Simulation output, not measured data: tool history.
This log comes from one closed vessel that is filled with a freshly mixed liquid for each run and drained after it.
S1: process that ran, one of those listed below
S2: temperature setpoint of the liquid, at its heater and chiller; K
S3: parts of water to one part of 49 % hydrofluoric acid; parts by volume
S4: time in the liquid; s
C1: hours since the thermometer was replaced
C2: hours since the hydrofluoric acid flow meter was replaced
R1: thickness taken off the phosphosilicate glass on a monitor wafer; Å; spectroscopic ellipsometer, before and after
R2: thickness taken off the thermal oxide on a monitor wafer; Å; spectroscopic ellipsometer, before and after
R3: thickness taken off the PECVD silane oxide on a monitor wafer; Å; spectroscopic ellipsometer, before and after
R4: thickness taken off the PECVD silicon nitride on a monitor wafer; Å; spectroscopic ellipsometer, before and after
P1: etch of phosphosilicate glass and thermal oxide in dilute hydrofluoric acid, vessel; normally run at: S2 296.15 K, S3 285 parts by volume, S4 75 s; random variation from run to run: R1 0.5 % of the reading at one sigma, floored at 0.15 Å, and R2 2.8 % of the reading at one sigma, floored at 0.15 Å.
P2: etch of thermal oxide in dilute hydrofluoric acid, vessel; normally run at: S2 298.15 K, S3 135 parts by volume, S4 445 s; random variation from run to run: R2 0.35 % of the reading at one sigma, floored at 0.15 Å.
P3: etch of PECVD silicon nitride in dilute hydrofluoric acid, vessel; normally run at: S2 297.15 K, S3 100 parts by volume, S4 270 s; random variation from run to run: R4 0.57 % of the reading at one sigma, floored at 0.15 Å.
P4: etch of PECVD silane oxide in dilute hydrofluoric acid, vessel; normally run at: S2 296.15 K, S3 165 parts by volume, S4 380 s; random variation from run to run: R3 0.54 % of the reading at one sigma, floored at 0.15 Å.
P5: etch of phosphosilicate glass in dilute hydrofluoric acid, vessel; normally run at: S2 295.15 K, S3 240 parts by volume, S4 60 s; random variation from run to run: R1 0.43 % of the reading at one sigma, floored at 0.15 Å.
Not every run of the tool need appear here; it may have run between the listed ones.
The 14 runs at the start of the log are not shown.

run,hour,S1,S2,S3,S4,C1,C2,R1,R2,R3,R4
15,80.7,P3,301.65,100,270,695.6,945.3,,,,105.6300
16,85.1,P4,296.15,165,380,700.0,949.7,,,407.520,
17,89.2,P2,291.65,135,445,704.1,953.8,,129.7200,,
18,93.7,P1,296.15,285,75,708.6,958.3,251.610,9.5503,,
19,98.1,P2,298.15,195,445,713.0,962.7,,107.5100,,
20,102.4,P1,296.15,285,75,717.3,967.0,251.790,9.9357,,
21,109.1,P1,296.15,285,75,724.0,973.7,253.350,9.8202,,
22,115.2,P4,296.15,165,80,730.1,979.8,,,87.022,
23,119.8,P5,295.15,140,60,734.7,984.4,507.780,,,
24,124.9,P1,296.15,285,35,739.8,989.5,117.190,4.3421,,
25,129.3,P2,298.15,135,105,744.2,993.9,,39.7430,,
26,136.1,P5,295.15,240,60,751.0,1000.7,267.390,,,
27,139.4,P1,290.15,285,115,754.3,1004.0,310.120,12.6010,,
28,145.6,P1,296.15,120,75,760.5,1010.2,710.110,26.4960,,
29,152.1,P1,296.15,285,130,767.0,1016.7,434.770,17.4560,,
30,158.2,P3,297.15,100,30,773.1,1022.8,,,,8.6204
31,163.9,P4,296.15,95,380,778.8,1028.5,,,759.720,
32,171.0,P1,296.15,285,75,785.9,1035.6,252.490,9.7395,,
33,175.2,P1,296.15,285,75,790.1,1039.8,253.150,9.7504,,
34,180.2,P1,296.15,285,75,795.1,1044.8,250.190,9.6643,,
35,187.1,P1,296.15,285,75,802.0,1051.7,245.770,9.8105,,
36,192.3,P1,296.15,285,75,807.2,1056.9,240.790,9.4952,,
37,199.1,P1,296.15,285,75,814.0,1063.7,239.400,8.9992,,
38,202.6,P1,296.15,285,75,817.5,1067.2,236.610,9.4757,,

The next listed run, before its measurement:
39,207.8,P1,296.15,285,75,822.7,1072.4,?,?,,

{"run 39": {"R1": 238.15, "R2": 9.3788}}

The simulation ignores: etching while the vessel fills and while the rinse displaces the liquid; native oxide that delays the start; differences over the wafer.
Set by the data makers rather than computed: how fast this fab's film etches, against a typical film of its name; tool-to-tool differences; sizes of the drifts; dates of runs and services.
